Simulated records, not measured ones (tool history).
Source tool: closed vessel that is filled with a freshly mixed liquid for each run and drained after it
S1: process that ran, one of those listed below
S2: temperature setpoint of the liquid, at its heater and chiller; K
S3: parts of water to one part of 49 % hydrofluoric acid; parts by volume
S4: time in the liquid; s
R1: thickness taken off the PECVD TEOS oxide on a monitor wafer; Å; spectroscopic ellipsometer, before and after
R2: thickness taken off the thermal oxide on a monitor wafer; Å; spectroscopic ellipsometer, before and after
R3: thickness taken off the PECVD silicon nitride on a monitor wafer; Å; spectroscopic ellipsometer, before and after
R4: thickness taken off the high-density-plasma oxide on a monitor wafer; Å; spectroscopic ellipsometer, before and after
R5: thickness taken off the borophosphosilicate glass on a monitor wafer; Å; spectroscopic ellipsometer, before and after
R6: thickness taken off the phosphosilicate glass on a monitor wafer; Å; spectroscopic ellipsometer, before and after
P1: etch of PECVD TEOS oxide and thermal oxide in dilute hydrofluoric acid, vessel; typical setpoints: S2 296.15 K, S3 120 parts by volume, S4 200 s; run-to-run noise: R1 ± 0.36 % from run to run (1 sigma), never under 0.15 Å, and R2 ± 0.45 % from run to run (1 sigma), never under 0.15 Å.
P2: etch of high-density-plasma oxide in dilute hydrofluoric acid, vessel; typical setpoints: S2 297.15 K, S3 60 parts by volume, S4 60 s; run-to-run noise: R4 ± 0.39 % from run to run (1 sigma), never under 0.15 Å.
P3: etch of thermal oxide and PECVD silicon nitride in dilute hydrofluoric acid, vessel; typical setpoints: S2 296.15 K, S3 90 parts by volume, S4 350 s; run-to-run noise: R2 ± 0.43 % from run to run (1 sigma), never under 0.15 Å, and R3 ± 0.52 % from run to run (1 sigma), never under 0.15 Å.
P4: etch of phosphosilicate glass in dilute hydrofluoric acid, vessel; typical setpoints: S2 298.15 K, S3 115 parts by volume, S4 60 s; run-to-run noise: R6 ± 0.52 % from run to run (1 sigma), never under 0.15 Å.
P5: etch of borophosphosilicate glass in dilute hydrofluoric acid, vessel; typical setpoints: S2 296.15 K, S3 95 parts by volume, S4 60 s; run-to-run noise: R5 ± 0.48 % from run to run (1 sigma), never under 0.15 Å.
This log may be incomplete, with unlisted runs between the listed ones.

run	hour	S1	S2	S3	S4	R1	R2	R3	R4	R5	R6
1	8	P1	296.15	120	200	305.38	72.784				
2	12.5	P3	296.15	90	670		330.61	173.07			
3	17.5	P1	293.15	45	200	785.97	186.43				
4	25.4	P2	297.15	60	60				58.736		
5	31.3	P2	297.15	95	60				35.534		
6	35.9	P1	296.15	60	200	655.14	155.64				
7	41.5	P5	296.15	95	100					466.8	
8	48.9	P1	296.15	120	200	305.29	72.313				
9	55.9	P1	296.15	120	200	305.59	72.638				
10	60.4	P1	304.15	120	280	579.44	138.18				
11	65.5	P2	297.15	60	30				29.751		
12	71.7	P3	300.15	90	350		202.19	117.65			
13	75.5	P1	302.65	120	200	387.84	92.959				
14	81.9	P1	290.15	120	200	239.44	56.836				
15	89.8	P4	298.15	115	60						314.89
16	98.4	P5	296.15	95	60					281.1	
17	105.6	P5	303.65	95	60					379.02	
18	112.4	P3	296.15	40	350		411.15	199.24			
19	119.4	P1	296.15	120	200	303.34	72.752				
20	123.4	P4	303.15	115	60						383.54
21	128	P1	296.15	120	345	525.33	125.74				
22	136.3	P1	296.15	205	200	162.4	38.742				
23	142.7	P1	296.15	120	200	305.66	72.416				
24	148.7	P1	296.15	35	380	2205.6	525.24				
25	155.2	P5	296.15	40	60					715.13	
26	160.2	P3	296.15	90	350		171.02	89.523			
27	168.4	P4	298.15	160	60						215.35
28	177.2	P4	298.15	115	90						473.86
29	185	P1	296.15	120	100	152.07	36.323				
30	189	P2	297.15	60	60				58.329		
31	193.7	P2	305.15	60	60				80.012		

What will run 32 give?
32	199.3	P1	296.15	120	200	?	?				

For run 32 the tool returned R1 304.37 Å, R2 72.353 Å.
